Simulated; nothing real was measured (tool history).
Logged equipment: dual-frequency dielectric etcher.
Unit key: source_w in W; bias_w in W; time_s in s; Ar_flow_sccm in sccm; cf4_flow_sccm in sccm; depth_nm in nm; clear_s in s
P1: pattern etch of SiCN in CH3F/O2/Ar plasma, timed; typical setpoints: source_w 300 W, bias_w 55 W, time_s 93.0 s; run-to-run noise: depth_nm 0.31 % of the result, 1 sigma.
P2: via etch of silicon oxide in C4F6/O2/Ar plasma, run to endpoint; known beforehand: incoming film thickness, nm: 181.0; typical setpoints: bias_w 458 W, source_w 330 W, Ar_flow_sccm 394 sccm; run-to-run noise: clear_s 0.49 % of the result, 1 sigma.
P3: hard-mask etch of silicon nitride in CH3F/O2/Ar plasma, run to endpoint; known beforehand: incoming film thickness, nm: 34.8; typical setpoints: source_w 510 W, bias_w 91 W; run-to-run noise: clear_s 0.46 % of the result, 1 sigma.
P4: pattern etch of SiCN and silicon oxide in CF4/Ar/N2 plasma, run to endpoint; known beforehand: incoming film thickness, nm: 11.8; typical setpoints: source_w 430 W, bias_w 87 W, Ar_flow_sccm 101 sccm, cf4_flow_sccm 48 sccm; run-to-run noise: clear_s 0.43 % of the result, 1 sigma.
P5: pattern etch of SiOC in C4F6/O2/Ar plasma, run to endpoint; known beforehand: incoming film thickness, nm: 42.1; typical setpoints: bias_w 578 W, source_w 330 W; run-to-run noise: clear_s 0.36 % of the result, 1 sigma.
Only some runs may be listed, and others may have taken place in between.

| run | hour | process | source_w | bias_w | time_s | Ar_flow_sccm | cf4_flow_sccm | hours since the last wet clean | hours since the last source power generator calibration | hours since the last bias power generator calibration | depth_nm | clear_s |
|---|---|---|---|---|---|---|---|---|---|---|---|---|
| 1 | 12.7 | P1 | 300 | 55 | 93.0 |  |  | 143.2 | 2356.6 | 1479.2 | 27.903 |  |
| 2 | 23.3 | P5 | 400 | 578 |  |  |  | 153.8 | 2367.2 | 1489.8 |  | 13.891 |
| 3 | 31.9 | P3 | 690 | 91 |  |  |  | 162.4 | 2375.8 | 1498.4 |  | 38.679 |
| 4 | 41.1 | P2 | 330 | 458 |  | 270 |  | 171.6 | 2385.0 | 1507.6 |  | 44.144 |
| 5 | 54.6 | P4 | 430 | 87 |  | 101 | 57 | 185.1 | 2398.5 | 1521.1 |  | 13.111 |
| 6 | 63.0 | P4 | 430 | 87 |  | 101 | 48 | 193.5 | 2406.9 | 1529.5 |  | 13.434 |
| 7 | 71.6 | P2 | 330 | 313 |  | 394 |  | 202.1 | 2415.5 | 1538.1 |  | 53.154 |
| 8 | 78.9 | P4 | 550 | 87 |  | 101 | 48 | 209.4 | 2422.8 | 1545.4 |  | 10.836 |
| 9 | 87.5 | P1 | 300 | 43 | 93.0 |  |  | 218.0 | 2431.4 | 1554.0 | 25.736 |  |
| 10 | 95.9 | P1 | 300 | 68 | 93.0 |  |  | 226.4 | 2439.8 | 1562.4 | 30.069 |  |
| 11 | 107.2 | P5 | 330 | 578 |  |  |  | 237.7 | 2451.1 | 1573.7 |  | 15.042 |
| 12 | 117.1 | P1 | 300 | 55 | 93.0 |  |  | 247.6 | 2461.0 | 1583.6 | 27.828 |  |
| 13 | 130.9 | P3 | 510 | 91 |  |  |  | 261.4 | 2474.8 | 1597.4 |  | 43.744 |
| 14 | 137.1 | P1 | 300 | 55 | 93.0 |  |  | 267.6 | 2481.0 | 1603.6 | 27.737 |  |
|  | 143.4 | bias power generator calibrated |
| 15 | 149.0 | P4 | 430 | 60 |  | 101 | 48 | 279.5 | 2492.9 | 5.6 |  | 15.348 |
| 16 | 161.3 | P2 | 330 | 458 |  | 394 |  | 291.8 | 2505.2 | 17.9 |  | 45.544 |
| 17 | 174.9 | P5 | 330 | 381 |  |  |  | 305.4 | 2518.8 | 31.5 |  | 17.481 |
| 18 | 181.5 | P1 | 300 | 55 | 93.0 |  |  | 312.0 | 2525.4 | 38.1 | 27.869 |  |
| 19 | 188.6 | P5 | 330 | 578 |  |  |  | 319.1 | 2532.5 | 45.2 |  | 14.941 |
| 20 | 194.6 | P3 | 510 | 91 |  |  |  | 325.1 | 2538.5 | 51.2 |  | 43.748 |
| 21 | 204.7 | P1 | 300 | 55 | 128.5 |  |  | 335.2 | 2548.6 | 61.3 | 38.539 |  |
| 22 | 215.7 | P1 | 230 | 55 | 93.0 |  |  | 346.2 | 2559.6 | 72.3 | 25.224 |  |
| 23 | 225.1 | P1 | 300 | 55 | 51.0 |  |  | 355.6 | 2569.0 | 81.7 | 15.256 |  |
| 24 | 233.5 | P2 | 200 | 458 |  | 394 |  | 364.0 | 2577.4 | 90.1 |  | 54.719 |
| 25 | 241.7 | P4 | 430 | 87 |  | 101 | 48 | 372.2 | 2585.6 | 98.3 |  | 13.418 |
| 26 | 249.2 | P2 | 330 | 458 |  | 394 |  | 379.7 | 2593.1 | 105.8 |  | 46.063 |

Forecast run 27:
| 27 | 255.5 | P1 | 360 | 69 | 93.0 |  |  | 386.0 | 2599.4 | 112.1 | ? |  |

Run 27 produced depth_nm 32.308 nm.
